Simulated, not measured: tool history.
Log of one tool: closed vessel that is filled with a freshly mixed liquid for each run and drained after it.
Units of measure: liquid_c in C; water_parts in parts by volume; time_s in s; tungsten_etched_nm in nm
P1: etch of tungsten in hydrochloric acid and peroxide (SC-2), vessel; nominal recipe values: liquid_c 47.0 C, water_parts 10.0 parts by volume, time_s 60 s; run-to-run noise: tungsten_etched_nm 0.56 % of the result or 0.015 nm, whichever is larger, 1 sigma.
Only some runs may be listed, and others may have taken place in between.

{"run": 1, "hour": 17.1, "liquid_c": 47.0, "water_parts": 10.0, "time_s": 60, "tungsten_etched_nm": 8.0855}
{"run": 2, "hour": 28.1, "liquid_c": 47.0, "water_parts": 10.0, "time_s": 110, "tungsten_etched_nm": 14.554}
{"run": 3, "hour": 42.6, "liquid_c": 47.0, "water_parts": 17.5, "time_s": 95, "tungsten_etched_nm": 7.7789}
{"run": 4, "hour": 51.4, "liquid_c": 47.0, "water_parts": 10.0, "time_s": 30, "tungsten_etched_nm": 3.9657}
{"run": 5, "hour": 66.4, "liquid_c": 54.0, "water_parts": 10.0, "time_s": 30, "tungsten_etched_nm": 6.374}
{"run": 6, "hour": 77.0, "liquid_c": 35.0, "water_parts": 10.0, "time_s": 60, "tungsten_etched_nm": 3.4147}
{"run": 7, "hour": 85.3, "liquid_c": 47.0, "water_parts": 10.0, "time_s": 60, "tungsten_etched_nm": 7.997}
{"run": 8, "hour": 93.2, "liquid_c": 59.5, "water_parts": 10.0, "time_s": 30, "tungsten_etched_nm": 9.0033}
{"run": 9, "hour": 101.8, "liquid_c": 47.0, "water_parts": 16.0, "time_s": 60, "tungsten_etched_nm": 5.2958}
{"run": 10, "hour": 115.3, "liquid_c": 47.0, "water_parts": 4.0, "time_s": 60, "tungsten_etched_nm": 15.897}
{"run": 11, "hour": 123.7, "liquid_c": 47.0, "water_parts": 10.0, "time_s": 60, "tungsten_etched_nm": 7.9619}
{"run": 12, "hour": 140.8, "liquid_c": 47.0, "water_parts": 10.0, "time_s": 60, "tungsten_etched_nm": 8.0198}
{"run": 13, "hour": 155.8, "liquid_c": 61.5, "water_parts": 10.0, "time_s": 60, "tungsten_etched_nm": 20.611}
{"run": 14, "hour": 169.6, "liquid_c": 47.0, "water_parts": 10.0, "time_s": 60, "tungsten_etched_nm": 8.0358}
{"run": 15, "hour": 184.1, "liquid_c": 47.0, "water_parts": 10.0, "time_s": 60, "tungsten_etched_nm": 7.8088}
{"run": 16, "hour": 193.0, "liquid_c": 47.0, "water_parts": 10.0, "time_s": 60, "tungsten_etched_nm": 7.6616}
{"run": 17, "hour": 209.6, "liquid_c": 47.0, "water_parts": 10.0, "time_s": 60, "tungsten_etched_nm": 7.5183}
{"run": 18, "hour": 218.1, "liquid_c": 47.0, "water_parts": 10.0, "time_s": 60, "tungsten_etched_nm": 7.5943}
{"hour": 223.0, "done": "new drum of peroxide connected"}
{"run": 19, "hour": 226.6, "liquid_c": 47.0, "water_parts": 10.0, "time_s": 60, "tungsten_etched_nm": 7.4116}
{"run": 20, "hour": 240.6, "liquid_c": 47.0, "water_parts": 10.0, "time_s": 60, "tungsten_etched_nm": 7.4133}
{"run": 21, "hour": 250.0, "liquid_c": 47.0, "water_parts": 10.0, "time_s": 60, "tungsten_etched_nm": 7.4954}
{"run": 22, "hour": 265.1, "liquid_c": 47.0, "water_parts": 10.0, "time_s": 60, "tungsten_etched_nm": 7.4677}
{"run": 23, "hour": 272.9, "liquid_c": 47.0, "water_parts": 10.0, "time_s": 60, "tungsten_etched_nm": 7.4711}
{"run": 24, "hour": 284.4, "liquid_c": 47.0, "water_parts": 10.0, "time_s": 60, "tungsten_etched_nm": 7.422}

The output of P1 has drifted from where it used to be. Each of the 2 causes below, taken at the size shown beside it, accounts for the log equally well:
A: liquid colder than its thermometer reads (K) = 1.1
B: chemicals flow below the setpoint (%) = 8.53
Creep in the process output first set in at about hour 169.6.
Every other cause this tool's parts could produce, and why it does not fit the log:
peroxide weaker than its label (%): was serviced at hour 223.0, once the creep was under way, yet the earlier output never came back

Below are 4 check runs, each averaged over 5 wafers, with their results shown as question marks. Which of them would give clearly different results depending on which cause is behind the drift?
{"run": "check 1", "hour": 295.9, "liquid_c": 47.0, "water_parts": 16.0, "time_s": 110, "tungsten_etched_nm": "?"}
{"run": "check 2", "hour": 295.9, "liquid_c": 37.0, "water_parts": 13.5, "time_s": 60, "tungsten_etched_nm": "?"}
{"run": "check 3", "hour": 295.9, "liquid_c": 35.0, "water_parts": 4.0, "time_s": 60, "tungsten_etched_nm": "?"}
{"run": "check 4", "hour": 295.9, "liquid_c": 47.0, "water_parts": 15.0, "time_s": 60, "tungsten_etched_nm": "?"}

Outcome of each check run for each possible cause:
check=check_1 result=tungsten_etched_nm if_A=9.0632 if_B=9.0212
check=check_2 result=tungsten_etched_nm if_A=2.8334 if_B=2.8385
check=check_3 result=tungsten_etched_nm if_A=6.3206 if_B=6.4524
check=check_4 result=tungsten_etched_nm if_A=5.2344 if_B=5.2130
Smallest distance between any two causes, each pair judged by its most separating result, in per cent: check 1 0.47 %; check 2 0.18 %; check 3 2.06 %; check 4 0.41 %
The causes can be told apart only by check 3. The other checks would give nearly the same results under each of them.

Check 3 was then run and gave: tungsten_etched_nm 6.3033 nm. Which cause is it?

The correct cause is A, namely: liquid colder than its thermometer reads (K).
